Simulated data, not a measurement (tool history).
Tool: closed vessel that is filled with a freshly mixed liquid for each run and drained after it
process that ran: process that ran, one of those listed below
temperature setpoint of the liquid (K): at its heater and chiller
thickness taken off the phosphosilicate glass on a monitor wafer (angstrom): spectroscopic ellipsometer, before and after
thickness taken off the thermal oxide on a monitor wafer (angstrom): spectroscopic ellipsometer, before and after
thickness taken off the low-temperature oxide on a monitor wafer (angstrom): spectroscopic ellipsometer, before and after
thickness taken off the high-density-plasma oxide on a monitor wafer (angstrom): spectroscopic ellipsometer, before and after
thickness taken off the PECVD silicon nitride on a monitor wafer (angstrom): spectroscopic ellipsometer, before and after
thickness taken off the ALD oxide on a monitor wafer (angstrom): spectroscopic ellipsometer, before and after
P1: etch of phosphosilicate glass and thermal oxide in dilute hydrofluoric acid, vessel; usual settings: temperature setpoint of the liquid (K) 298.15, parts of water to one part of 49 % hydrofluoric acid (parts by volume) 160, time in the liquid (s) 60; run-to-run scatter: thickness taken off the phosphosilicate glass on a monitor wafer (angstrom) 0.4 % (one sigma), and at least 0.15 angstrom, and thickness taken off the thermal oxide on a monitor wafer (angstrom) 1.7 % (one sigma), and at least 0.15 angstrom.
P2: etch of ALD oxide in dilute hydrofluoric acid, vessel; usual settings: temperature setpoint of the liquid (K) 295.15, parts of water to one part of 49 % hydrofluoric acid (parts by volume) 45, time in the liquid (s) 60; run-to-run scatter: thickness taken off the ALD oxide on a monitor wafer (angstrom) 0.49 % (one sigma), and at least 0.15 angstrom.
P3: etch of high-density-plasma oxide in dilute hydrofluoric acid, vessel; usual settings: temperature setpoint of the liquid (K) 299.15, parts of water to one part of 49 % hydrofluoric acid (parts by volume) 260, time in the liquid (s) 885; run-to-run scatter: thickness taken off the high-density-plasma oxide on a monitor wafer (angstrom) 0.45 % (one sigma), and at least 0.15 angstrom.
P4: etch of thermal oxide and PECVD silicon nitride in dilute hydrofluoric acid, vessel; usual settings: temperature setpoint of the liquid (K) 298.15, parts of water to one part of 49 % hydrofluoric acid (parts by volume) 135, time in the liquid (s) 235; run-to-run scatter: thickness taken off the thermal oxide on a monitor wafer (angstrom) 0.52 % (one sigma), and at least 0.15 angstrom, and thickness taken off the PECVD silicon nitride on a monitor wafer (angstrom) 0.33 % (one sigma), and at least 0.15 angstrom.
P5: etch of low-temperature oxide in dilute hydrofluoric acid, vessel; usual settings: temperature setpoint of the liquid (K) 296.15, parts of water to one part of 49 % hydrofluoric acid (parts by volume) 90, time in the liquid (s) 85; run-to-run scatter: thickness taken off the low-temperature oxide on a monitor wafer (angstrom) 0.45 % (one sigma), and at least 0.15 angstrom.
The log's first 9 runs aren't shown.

run   hour  process that ran  temperature setpoint of the liquid (K)  parts of water to one part of 49 % hydrofluoric acid (parts by volume)  time in the liquid (s)  thickness taken off the phosphosilicate glass on a monitor wafer (angstrom)  thickness taken off the thermal oxide on a monitor wafer (angstrom)  thickness taken off the low-temperature oxide on a monitor wafer (angstrom)  thickness taken off the high-density-plasma oxide on a monitor wafer (angstrom)  thickness taken off the PECVD silicon nitride on a monitor wafer (angstrom)  thickness taken off the ALD oxide on a monitor wafer (angstrom)
 10   61.7                P1                                  298.15                                                                     160                      60                                                                       456.65                                                               16.253
 11   66.9                P5                                  296.15                                                                      90                      85                                                                                                                                                                                                                         275.34
 12   73.5                P1                                  298.15                                                                     160                      60                                                                       458.51                                                               17.061
 13   78.2                P1                                  298.15                                                                     225                      30                                                                        151.2                                                                 5.64
 14   85.5                P1                                  298.15                                                                     100                      60                                                                       782.19                                                               28.652
 15     92                P4                                  298.15                                                                     135                     470                                                                                                                                             156.9                                                                                                                                                                                                                                     152.57
 16   99.3                P3                                  299.15                                                                      85                     885                                                                                                                                                                                                                                                                                                          620.34
 17  104.8                P1                                  298.15                                                                     160                      60                                                                       457.64                                                               16.408
 18  110.2                P5                                  290.15                                                                      90                      85                                                                                                                                                                                                                         212.94
 19  116.2                P1                                  298.15                                                                     160                     105                                                                        798.8                                                               30.286
     122.5  -- thermometer replaced
 20  122.6                P1                                  298.15                                                                     160                      30                                                                       227.78                                                               8.1528

The next listed run, before its measurement:
 21  127.6                P2                                  295.15                                                                      75                      60                                                                                                                                                                                                                                                                                                                                                                                                                                                             ?

{"run 21": {"thickness taken off the ALD oxide on a monitor wafer (angstrom)": 81.572}}
